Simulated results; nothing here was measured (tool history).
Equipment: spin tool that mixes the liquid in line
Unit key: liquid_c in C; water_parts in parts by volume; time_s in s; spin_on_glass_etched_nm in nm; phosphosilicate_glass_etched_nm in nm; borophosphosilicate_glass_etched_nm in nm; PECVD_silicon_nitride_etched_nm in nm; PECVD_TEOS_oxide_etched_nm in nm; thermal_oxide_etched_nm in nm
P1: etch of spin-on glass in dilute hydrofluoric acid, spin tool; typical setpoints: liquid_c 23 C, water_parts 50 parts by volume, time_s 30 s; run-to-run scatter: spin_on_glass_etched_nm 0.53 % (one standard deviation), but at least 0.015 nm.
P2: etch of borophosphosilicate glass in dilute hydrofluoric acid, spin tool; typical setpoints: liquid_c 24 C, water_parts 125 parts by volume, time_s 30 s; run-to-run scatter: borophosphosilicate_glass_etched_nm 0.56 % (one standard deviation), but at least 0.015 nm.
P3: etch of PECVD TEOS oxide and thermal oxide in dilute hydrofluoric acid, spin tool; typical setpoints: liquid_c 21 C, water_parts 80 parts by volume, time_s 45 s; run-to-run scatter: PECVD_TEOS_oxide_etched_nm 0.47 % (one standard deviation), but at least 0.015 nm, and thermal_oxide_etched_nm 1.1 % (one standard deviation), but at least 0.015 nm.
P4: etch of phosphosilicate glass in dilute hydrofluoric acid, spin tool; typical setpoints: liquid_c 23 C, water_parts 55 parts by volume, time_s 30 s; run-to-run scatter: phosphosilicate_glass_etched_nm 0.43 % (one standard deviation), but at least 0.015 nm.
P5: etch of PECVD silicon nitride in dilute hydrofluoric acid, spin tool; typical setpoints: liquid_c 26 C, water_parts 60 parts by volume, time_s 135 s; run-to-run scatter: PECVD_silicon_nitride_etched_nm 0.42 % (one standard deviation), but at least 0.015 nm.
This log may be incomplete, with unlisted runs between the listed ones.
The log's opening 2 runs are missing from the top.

run     day  process  liquid_c  water_parts  time_s  spin_on_glass_etched_nm  phosphosilicate_glass_etched_nm  borophosphosilicate_glass_etched_nm  PECVD_silicon_nitride_etched_nm  PECVD_TEOS_oxide_etched_nm  thermal_oxide_etched_nm
  3   1.438       P1        23           50      30                   41.746
  4   1.946       P1        23           75      30                   27.114
  5   2.462       P4        23           55      15                                                    54.255
  6   2.917       P1        17           50      60                   64.999
  7   3.454       P2        24          195      30                                                                                         5.9308
  8   3.829       P1        23           50      30                   42.126
  9   4.221       P2        24          125      30                                                                                         9.8967
 10   4.617       P5        34           60     135                                                                                                                          14.407
 11   4.875       P1        23           50      30                   41.706
 12   5.192       P4        23           55      30                                                     109.1
 13   5.721       P2      18.5          125      30                                                                                         8.0919
 14   5.988       P1        23           25      30                    86.93
 15   6.308       P1      26.5           20      30                   125.83
 16   6.583       P4        29           55      30                                                    138.35
 17   6.962       P1      28.5           50      30                   52.361
 18   7.538       P5        26           60     230                                                                                                                          14.768
 19       8       P5        26           85     135                                                                                                                          6.1103
 20   8.312       P3        21           80      15                                                                                                                                                       3.112                  0.81604
 21   8.788       P5        26           60     135                                                                                                                          8.6283
 22   9.062       P1        23           50      30                   42.196
 23   9.308       P1        19           50      30                    35.56
 24   9.842       P1        23           50      15                   21.107
 25  10.383       P3      25.5           80      45                                                                                                                                                      11.127                    2.901
 26  10.679       P5        26           60     135                                                                                                                          8.6149
 27  11.029       P1        23           50      50                   69.194

Forecast run 28:
 28  11.538       P1        23           50      30                        ?

spin_on_glass_etched_nm: 41.784 nm

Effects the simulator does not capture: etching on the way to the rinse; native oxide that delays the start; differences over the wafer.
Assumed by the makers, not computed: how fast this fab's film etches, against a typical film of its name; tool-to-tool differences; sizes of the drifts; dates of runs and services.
